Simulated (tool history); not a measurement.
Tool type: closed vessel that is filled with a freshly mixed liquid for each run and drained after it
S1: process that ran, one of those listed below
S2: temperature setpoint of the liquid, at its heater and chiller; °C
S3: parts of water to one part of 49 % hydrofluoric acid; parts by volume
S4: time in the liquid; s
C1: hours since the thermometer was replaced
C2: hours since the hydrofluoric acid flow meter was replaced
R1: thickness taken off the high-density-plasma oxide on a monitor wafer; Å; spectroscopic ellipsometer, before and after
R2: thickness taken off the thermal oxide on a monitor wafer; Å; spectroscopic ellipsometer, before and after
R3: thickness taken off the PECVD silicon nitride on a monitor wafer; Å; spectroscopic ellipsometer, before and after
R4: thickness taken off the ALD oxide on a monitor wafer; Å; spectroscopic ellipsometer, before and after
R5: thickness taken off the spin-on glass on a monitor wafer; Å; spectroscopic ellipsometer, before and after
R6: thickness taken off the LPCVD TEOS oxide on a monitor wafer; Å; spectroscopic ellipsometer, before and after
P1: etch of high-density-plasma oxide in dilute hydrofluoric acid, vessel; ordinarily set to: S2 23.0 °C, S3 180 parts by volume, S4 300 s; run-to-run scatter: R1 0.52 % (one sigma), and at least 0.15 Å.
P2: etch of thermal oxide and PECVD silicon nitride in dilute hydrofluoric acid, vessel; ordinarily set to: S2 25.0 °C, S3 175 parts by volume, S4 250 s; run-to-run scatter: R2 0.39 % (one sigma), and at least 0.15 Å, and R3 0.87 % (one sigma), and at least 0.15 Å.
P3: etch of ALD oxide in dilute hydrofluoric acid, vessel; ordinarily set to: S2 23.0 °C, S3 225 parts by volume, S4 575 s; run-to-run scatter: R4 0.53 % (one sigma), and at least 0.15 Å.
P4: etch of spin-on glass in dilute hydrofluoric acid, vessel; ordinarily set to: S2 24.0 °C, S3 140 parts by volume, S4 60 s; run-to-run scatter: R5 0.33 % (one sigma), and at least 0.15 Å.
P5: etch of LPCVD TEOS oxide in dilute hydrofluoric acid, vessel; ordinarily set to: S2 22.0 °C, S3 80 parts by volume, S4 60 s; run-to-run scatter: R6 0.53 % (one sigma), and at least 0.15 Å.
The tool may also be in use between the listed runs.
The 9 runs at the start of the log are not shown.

run   hour  S1    S2   S3   S4      C1     C2      R1      R2      R3       R4       R5      R6
 10  131.0  P3  17.0  225  575  1127.6  500.4                          374.150
 11  145.6  P1  23.0  180  300  1142.2  515.0  167.65
 12  158.9  P4  18.0  140   60  1155.5  528.3                                   103.040
 13  170.1  P1  23.0  180  300  1166.7  539.5  167.75
 14  180.1  P1  23.0  180  300  1176.7  549.5  169.00
 15  189.6  P4  24.0  140   60  1186.2  559.0                                   130.680
 16  197.1  P4  24.0  140   30  1193.7  566.5                                    65.671
 17  206.7  P1  27.5  180  435  1203.3  576.1  286.83
 18  215.2  P1  23.0   75  300  1211.8  584.6  453.18
 19  231.5  P1  23.0  255  300  1228.1  600.9  110.00
 20  247.5  P5  22.0   80   60  1244.1  616.9                                            252.69
 21  258.9  P2  25.0  175  250  1255.5  628.3          66.418  26.887
 22  269.6  P5  22.0   80   30  1266.2  639.0                                            128.61

Run 23 is up next; what results do you expect?
 23  282.8  P2  19.0  175  250  1279.4  652.2       ?   ?

R2: 52.199 Å
R3: 17.704 Å

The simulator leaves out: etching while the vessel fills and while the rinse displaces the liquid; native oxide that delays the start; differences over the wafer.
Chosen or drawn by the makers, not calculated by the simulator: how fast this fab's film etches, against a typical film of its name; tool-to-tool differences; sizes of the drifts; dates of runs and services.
